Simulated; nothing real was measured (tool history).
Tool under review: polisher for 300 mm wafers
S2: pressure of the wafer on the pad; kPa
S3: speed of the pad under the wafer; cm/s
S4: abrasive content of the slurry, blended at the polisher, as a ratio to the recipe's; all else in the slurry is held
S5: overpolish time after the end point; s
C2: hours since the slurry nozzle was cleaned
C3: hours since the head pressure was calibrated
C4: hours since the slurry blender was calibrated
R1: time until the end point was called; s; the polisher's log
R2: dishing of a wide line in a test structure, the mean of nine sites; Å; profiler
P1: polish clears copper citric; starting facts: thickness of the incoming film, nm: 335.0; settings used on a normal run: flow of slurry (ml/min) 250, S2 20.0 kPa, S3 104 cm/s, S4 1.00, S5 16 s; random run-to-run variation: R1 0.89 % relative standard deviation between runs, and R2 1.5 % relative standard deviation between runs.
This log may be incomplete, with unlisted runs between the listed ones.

Run 1, hour 8.0: flow of slurry (ml/min) 250, S2 20.0 kPa, S3 104 cm/s, S4 1.00, S5 16 s; wafers polished on this pad 415; C2 215.0; C3 737.9; C4 275.1. Result: R1 141.69 s, R2 274.550 Å.
Run 2, hour 14.7: flow of slurry (ml/min) 160, S2 20.0 kPa, S3 104 cm/s, S4 1.00, S5 16 s; wafers polished on this pad 452; C2 221.7; C3 744.6; C4 281.8. Result: R1 150.22 s, R2 254.490 Å.
Run 3, hour 22.6: flow of slurry (ml/min) 250, S2 20.0 kPa, S3 132 cm/s, S4 1.00, S5 16 s; wafers polished on this pad 495; C2 229.6; C3 752.5; C4 289.7. Result: R1 110.74 s, R2 337.840 Å.
Run 4, hour 27.8: flow of slurry (ml/min) 250, S2 10.3 kPa, S3 104 cm/s, S4 1.00, S5 16 s; wafers polished on this pad 523; C2 234.8; C3 757.7; C4 294.9. Result: R1 269.89 s, R2 145.260 Å.
Run 5, hour 35.3: flow of slurry (ml/min) 250, S2 20.0 kPa, S3 104 cm/s, S4 1.35, S5 16 s; wafers polished on this pad 564; C2 242.3; C3 765.2; C4 302.4. Result: R1 132.90 s, R2 294.770 Å.
Run 6, hour 40.4: flow of slurry (ml/min) 250, S2 20.0 kPa, S3 104 cm/s, S4 1.00, S5 5 s; wafers polished on this pad 592; C2 247.4; C3 770.3; C4 307.5. Result: R1 141.62 s, R2 89.948 Å.
Run 7, hour 49.9: flow of slurry (ml/min) 250, S2 20.0 kPa, S3 104 cm/s, S4 0.60, S5 16 s; wafers polished on this pad 644; C2 256.9; C3 779.8; C4 317.0. Result: R1 156.04 s, R2 252.450 Å.
Run 8, hour 56.1: flow of slurry (ml/min) 250, S2 27.6 kPa, S3 104 cm/s, S4 1.00, S5 16 s; wafers polished on this pad 677; C2 263.1; C3 786.0; C4 323.2. Result: R1 102.92 s, R2 360.030 Å.
Run 9, hour 61.9: flow of slurry (ml/min) 250, S2 20.0 kPa, S3 104 cm/s, S4 1.00, S5 16 s; wafers polished on this pad 709; C2 268.9; C3 791.8; C4 329.0. Result: R1 141.39 s, R2 282.220 Å.
Run 10, hour 70.6: flow of slurry (ml/min) 250, S2 20.0 kPa, S3 104 cm/s, S4 1.00, S5 16 s; wafers polished on this pad 756; C2 277.6; C3 800.5; C4 337.7. Result: R1 141.96 s, R2 277.110 Å.
Run 11, hour 78.4: flow of slurry (ml/min) 250, S2 20.0 kPa, S3 104 cm/s, S4 1.00, S5 28 s; wafers polished on this pad 799; C2 285.4; C3 808.3; C4 345.5. Result: R1 142.04 s, R2 441.910 Å.
Run 12, hour 82.8: flow of slurry (ml/min) 250, S2 20.0 kPa, S3 68 cm/s, S4 1.00, S5 16 s; wafers polished on this pad 823; C2 289.8; C3 812.7; C4 349.9. Result: R1 215.12 s, R2 188.380 Å.
At hour 83.2: slurry nozzle cleaned.
Run 13, hour 90.2: flow of slurry (ml/min) 250, S2 20.0 kPa, S3 104 cm/s, S4 1.00, S5 16 s; wafers polished on this pad 863; C2 7.0; C3 820.1; C4 357.3. Result: R1 141.67 s, R2 272.170 Å.
Run 14, hour 95.6: flow of slurry (ml/min) 380, S2 20.0 kPa, S3 104 cm/s, S4 1.00, S5 16 s; wafers polished on this pad 893; C2 12.4; C3 825.5; C4 362.7. Result: R1 135.88 s, R2 290.970 Å.
Run 15, hour 103.3: flow of slurry (ml/min) 250, S2 20.0 kPa, S3 142 cm/s, S4 1.00, S5 29 s; wafers polished on this pad 935; C2 20.1; C3 833.2; C4 370.4. Result: R1 102.95 s, R2 589.650 Å.
Run 16, hour 108.1: flow of slurry (ml/min) 250, S2 20.0 kPa, S3 104 cm/s, S4 1.00, S5 16 s; wafers polished on this pad 961; C2 24.9; C3 838.0; C4 375.2. Result: R1 138.33 s, R2 281.560 Å.
Run 17, hour 117.7: flow of slurry (ml/min) 250, S2 20.0 kPa, S3 104 cm/s, S4 1.00, S5 16 s; wafers polished on this pad 1013; C2 34.5; C3 847.6; C4 384.8. Result: R1 143.79 s, R2 267.090 Å.
Run 18, hour 124.1: flow of slurry (ml/min) 250, S2 20.0 kPa, S3 104 cm/s, S4 1.00, S5 16 s; wafers polished on this pad 1048; C2 40.9; C3 854.0; C4 391.2. Result: R1 148.51 s, R2 258.850 Å.
Run 19, hour 130.8: flow of slurry (ml/min) 250, S2 20.0 kPa, S3 104 cm/s, S4 1.00, S5 16 s; wafers polished on this pad 1084; C2 47.6; C3 860.7; C4 397.9. Result: R1 148.26 s, R2 263.270 Å.
At hour 133.8: slurry blender recalibrated.
Run 20, hour 135.0: flow of slurry (ml/min) 250, S2 20.0 kPa, S3 104 cm/s, S4 1.00, S5 16 s; wafers polished on this pad 1107; C2 51.8; C3 864.9; C4 1.2. Result: R1 149.82 s, R2 260.460 Å.
Run 21, hour 141.4: flow of slurry (ml/min) 250, S2 20.0 kPa, S3 104 cm/s, S4 1.00, S5 16 s; wafers polished on this pad 1142; C2 58.2; C3 871.3; C4 7.6. Result: R1 149.96 s, R2 257.080 Å.
Run 22, hour 150.5: flow of slurry (ml/min) 250, S2 20.0 kPa, S3 104 cm/s, S4 1.00, S5 16 s; wafers polished on this pad 1192; C2 67.3; C3 880.4; C4 16.7. Result: R1 150.68 s, R2 257.770 Å.

Run 23 comes next. What will it give?
At hour 153.0: head pressure recalibrated.
Run 23, hour 156.2: flow of slurry (ml/min) 250, S2 20.0 kPa, S3 104 cm/s, S4 1.00, S5 16 s; wafers polished on this pad 1223; C2 73.0; C3 3.2; C4 22.4. Result: R1 ?, R2 ?.

For run 23 the tool returned R1 150.73 s, R2 258.900 Å.
